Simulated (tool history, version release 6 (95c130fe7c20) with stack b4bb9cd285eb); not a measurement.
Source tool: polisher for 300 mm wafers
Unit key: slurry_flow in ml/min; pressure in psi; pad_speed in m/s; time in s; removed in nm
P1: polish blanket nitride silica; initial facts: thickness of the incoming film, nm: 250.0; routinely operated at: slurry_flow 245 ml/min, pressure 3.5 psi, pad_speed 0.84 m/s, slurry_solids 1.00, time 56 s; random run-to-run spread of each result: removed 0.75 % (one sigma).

Run 1, hour 2.8: slurry_flow 245 ml/min, pressure 3.5 psi, pad_speed 0.84 m/s, slurry_solids 1.00, time 56 s. Result: removed 31.673 nm.
Run 2, hour 5.2: slurry_flow 245 ml/min, pressure 4.4 psi, pad_speed 0.84 m/s, slurry_solids 1.00, time 56 s. Result: removed 40.539 nm.
Run 3, hour 8.5: slurry_flow 245 ml/min, pressure 1.6 psi, pad_speed 0.84 m/s, slurry_solids 1.00, time 56 s. Result: removed 14.597 nm.
Run 4, hour 12.1: slurry_flow 245 ml/min, pressure 3.5 psi, pad_speed 1.16 m/s, slurry_solids 1.00, time 31 s. Result: removed 22.544 nm.
Run 5, hour 16.4: slurry_flow 245 ml/min, pressure 3.5 psi, pad_speed 0.84 m/s, slurry_solids 1.00, time 26 s. Result: removed 14.621 nm.
Run 6, hour 19.5: slurry_flow 375 ml/min, pressure 3.5 psi, pad_speed 0.84 m/s, slurry_solids 1.00, time 56 s. Result: removed 32.583 nm.
Run 7, hour 23.5: slurry_flow 245 ml/min, pressure 3.5 psi, pad_speed 0.84 m/s, slurry_solids 0.60, time 81 s. Result: removed 34.690 nm.
Run 8, hour 27.1: slurry_flow 245 ml/min, pressure 2.7 psi, pad_speed 0.84 m/s, slurry_solids 1.25, time 56 s. Result: removed 27.346 nm.
Run 9, hour 30.4: slurry_flow 245 ml/min, pressure 3.5 psi, pad_speed 0.84 m/s, slurry_solids 1.00, time 56 s. Result: removed 32.189 nm.
Run 10, hour 35.0: slurry_flow 245 ml/min, pressure 3.5 psi, pad_speed 0.84 m/s, slurry_solids 1.00, time 56 s. Result: removed 31.598 nm.
At hour 37.6: worn pad replaced by a new one.
Run 11, hour 38.0: slurry_flow 145 ml/min, pressure 3.5 psi, pad_speed 0.84 m/s, slurry_solids 1.00, time 56 s. Result: removed 29.447 nm.
Run 12, hour 40.9: slurry_flow 245 ml/min, pressure 3.5 psi, pad_speed 0.84 m/s, slurry_solids 0.55, time 56 s. Result: removed 23.310 nm.
Run 13, hour 45.6: slurry_flow 245 ml/min, pressure 3.5 psi, pad_speed 0.84 m/s, slurry_solids 1.00, time 56 s. Result: removed 31.880 nm.
Run 14, hour 49.0: slurry_flow 245 ml/min, pressure 3.5 psi, pad_speed 1.34 m/s, slurry_solids 1.00, time 56 s. Result: removed 46.265 nm.
Run 15, hour 51.3: slurry_flow 245 ml/min, pressure 3.5 psi, pad_speed 0.84 m/s, slurry_solids 1.00, time 56 s. Result: removed 31.718 nm.
Run 16, hour 53.6: slurry_flow 245 ml/min, pressure 3.5 psi, pad_speed 0.84 m/s, slurry_solids 1.00, time 56 s. Result: removed 31.451 nm.
Run 17, hour 55.8: slurry_flow 245 ml/min, pressure 3.5 psi, pad_speed 0.84 m/s, slurry_solids 1.00, time 77 s. Result: removed 43.563 nm.
At hour 59.0: slurry blender recalibrated.
At hour 59.9: conditioning disc replaced and pad reconditioned.
Run 18, hour 60.4: slurry_flow 245 ml/min, pressure 3.5 psi, pad_speed 0.54 m/s, slurry_solids 1.00, time 56 s. Result: removed 22.401 nm.
Run 19, hour 64.9: slurry_flow 245 ml/min, pressure 3.5 psi, pad_speed 0.84 m/s, slurry_solids 1.50, time 56 s. Result: removed 37.087 nm.
Run 20, hour 69.5: slurry_flow 245 ml/min, pressure 3.5 psi, pad_speed 0.84 m/s, slurry_solids 1.00, time 56 s. Result: removed 31.641 nm.
Run 21, hour 72.9: slurry_flow 245 ml/min, pressure 3.5 psi, pad_speed 0.84 m/s, slurry_solids 1.00, time 56 s. Result: removed 30.553 nm.
Run 22, hour 77.2: slurry_flow 245 ml/min, pressure 3.5 psi, pad_speed 0.84 m/s, slurry_solids 1.00, time 56 s. Result: removed 30.272 nm.
Run 23, hour 81.7: slurry_flow 245 ml/min, pressure 3.5 psi, pad_speed 0.84 m/s, slurry_solids 1.00, time 56 s. Result: removed 29.219 nm.
Run 24, hour 85.3: slurry_flow 245 ml/min, pressure 3.5 psi, pad_speed 0.84 m/s, slurry_solids 1.00, time 56 s. Result: removed 28.733 nm.
At hour 87.3: conditioning disc replaced and pad reconditioned.
At hour 88.1: worn pad replaced by a new one.
At hour 89.0: slurry nozzle cleaned.
Run 25, hour 89.7: slurry_flow 245 ml/min, pressure 3.5 psi, pad_speed 0.84 m/s, slurry_solids 1.00, time 56 s. Result: removed 28.517 nm.
Run 26, hour 93.8: slurry_flow 245 ml/min, pressure 3.5 psi, pad_speed 0.84 m/s, slurry_solids 1.00, time 56 s. Result: removed 28.670 nm.
Run 27, hour 97.2: slurry_flow 245 ml/min, pressure 3.5 psi, pad_speed 0.84 m/s, slurry_solids 1.00, time 56 s. Result: removed 28.051 nm.
Run 28, hour 99.6: slurry_flow 245 ml/min, pressure 3.5 psi, pad_speed 0.84 m/s, slurry_solids 1.00, time 56 s. Result: removed 28.489 nm.
Run 29, hour 103.3: slurry_flow 245 ml/min, pressure 3.5 psi, pad_speed 0.84 m/s, slurry_solids 1.00, time 56 s. Result: removed 28.360 nm.
Run 30, hour 105.7: slurry_flow 245 ml/min, pressure 3.5 psi, pad_speed 0.84 m/s, slurry_solids 1.00, time 56 s. Result: removed 28.578 nm.

The output of P1 has drifted from where it used to be. Each of the 2 causes below, taken at the size shown beside it, accounts for the log equally well:
A: abrasive missing from the slurry, % = 21.1
B: head's pressure below its setpoint, % = 10.8
Onset of the creep was near hour 69.5.
Why every other cause is out:
removal rate lost through wear of the pad, %: its service at hour 88.1 followed the start of the drift and did not put the process back to its old value
slurry flow missing at the pad, %: its service at hour 89.0 followed the start of the drift and did not put the process back to its old value
time polished since the conditioner stopped cutting, s: its service at hour 87.3 followed the start of the drift and did not put the process back to its old value

Which of the 4 check runs listed below, each an average over 5 wafers with its results shown as question marks, gives clearly different results under the different listed causes?
Run check 1, hour 108.1: slurry_flow 355 ml/min, pressure 1.7 psi, pad_speed 0.84 m/s, slurry_solids 1.00, time 56 s. Result: removed ?.
Run check 2, hour 108.1: slurry_flow 145 ml/min, pressure 3.5 psi, pad_speed 1.28 m/s, slurry_solids 1.00, time 56 s. Result: removed ?.
Run check 3, hour 108.1: slurry_flow 355 ml/min, pressure 3.5 psi, pad_speed 0.84 m/s, slurry_solids 0.65, time 56 s. Result: removed ?.
Run check 4, hour 108.1: slurry_flow 245 ml/min, pressure 2.4 psi, pad_speed 0.54 m/s, slurry_solids 1.00, time 56 s. Result: removed ?.

Predicted outcomes, by check and by cause:
  check   result    if A    if B
check 1  removed  14.216  14.222
check 2  removed  36.772  36.788
check 3  removed  22.927  23.524
check 4  removed  13.619  13.625
Distance between the nearest two causes, measured in the result of the check that separates them most: check 1 0.04 %; check 2 0.04 %; check 3 2.57 %; check 4 0.04 %
The causes can be told apart only by check 3. The other checks would give nearly the same results under each of them.

Then check 3 was run and gave: removed 23.605 nm. Which cause is it?

Of the candidate causes, it is B: head's pressure below its setpoint, %.

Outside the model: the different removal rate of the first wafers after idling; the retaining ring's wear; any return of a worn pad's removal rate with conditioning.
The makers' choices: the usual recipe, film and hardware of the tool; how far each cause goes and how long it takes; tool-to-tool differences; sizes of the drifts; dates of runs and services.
